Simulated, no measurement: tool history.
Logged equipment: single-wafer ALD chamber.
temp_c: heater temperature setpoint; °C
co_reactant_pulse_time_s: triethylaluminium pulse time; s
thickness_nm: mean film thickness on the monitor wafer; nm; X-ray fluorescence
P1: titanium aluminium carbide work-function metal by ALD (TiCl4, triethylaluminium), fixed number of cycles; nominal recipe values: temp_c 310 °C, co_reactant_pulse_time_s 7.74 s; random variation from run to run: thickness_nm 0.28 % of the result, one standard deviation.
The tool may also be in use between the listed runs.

run   hour  temp_c  co_reactant_pulse_time_s  hours since the last thermocouple change  hours since the last triethylaluminium bottle change  thickness_nm
  1    6.2     310                      7.74                                    1124.7                                                 205.6        1.9273
  2   13.8     310                      7.74                                    1132.3                                                 213.2        1.9149
  3   23.5     310                      7.74                                    1142.0                                                 222.9        1.9187
  4   32.6     310                      7.74                                    1151.1                                                 232.0        1.9151
  5   43.4     310                     12.28                                    1161.9                                                 242.8        2.0359
  6   49.5     310                      7.74                                    1168.0                                                 248.9        1.9238
  7   54.8     286                      7.74                                    1173.3                                                 254.2        1.7334
  8   65.7     310                      2.60                                    1184.2                                                 265.1        1.2205
  9   72.6     335                      7.74                                    1191.1                                                 272.0        2.1216
 10   77.6     288                      4.72                                    1196.1                                                 277.0        1.5135
 11   85.5     310                      7.74                                    1204.0                                                 284.9        1.9231
 12   94.0     310                      7.74                                    1212.5                                                 293.4        1.9058
 13  101.2     310                      7.74                                    1219.7                                                 300.6        1.9080
 14  112.3     310                      7.74                                    1230.8                                                 311.7        1.9011
 15  118.4     310                      7.74                                    1236.9                                                 317.8        1.8983
 16  123.9     310                      7.74                                    1242.4                                                 323.3        1.8970
 17  134.2     310                      7.74                                    1252.7                                                 333.6        1.8993
 18  140.1     310                      7.74                                    1258.6                                                 339.5        1.8953
 19  145.4     310                      7.74                                    1263.9                                                 344.8        1.8944
 20  154.0     310                      7.74                                    1272.5                                                 353.4        1.8930

P1 no longer gives what it gave before; its output has crept away from where it was. The following 2 causes, each at its listed size, fit the log equally well:
A: wafer temperature below the value expected at the setpoint (K) = 3.5
B: triethylaluminium dose below that of a fresh bottle (%) = 6.74
The drift started at roughly hour 85.5.

Below are 4 check runs, each on a single wafer, with their results shown as question marks. Which of them would tell the listed causes apart, meaning the causes would give clearly different results under it?
check 1  162.6     323                      7.74                                                                                                             ?
check 2  162.6     290                      7.74                                                                                                             ?
check 3  162.6     310                      3.42                                                                                                             ?
check 4  162.6     324                      9.93                                                                                                             ?

If the cause were each of the candidates in turn, the checks would give the following:
  check        result    if A    if B
check 1  thickness_nm  2.0012  1.9999
check 2  thickness_nm  1.7362  1.7381
check 3  thickness_nm  1.4108  1.3792
check 4  thickness_nm  2.0886  2.0998
Per-check spread between the two closest causes, in the result where they differ most: check 1 0.07 %; check 2 0.11 %; check 3 2.26 %; check 4 0.53 %
Of the check runs offered, only check 3 discriminates between the causes; the rest would read about the same regardless of which cause applies.

With check 3 done, the readings were: thickness_nm 1.4060 nm. Identify which of the listed causes applies.

It was cause A: wafer temperature below the value expected at the setpoint (K).

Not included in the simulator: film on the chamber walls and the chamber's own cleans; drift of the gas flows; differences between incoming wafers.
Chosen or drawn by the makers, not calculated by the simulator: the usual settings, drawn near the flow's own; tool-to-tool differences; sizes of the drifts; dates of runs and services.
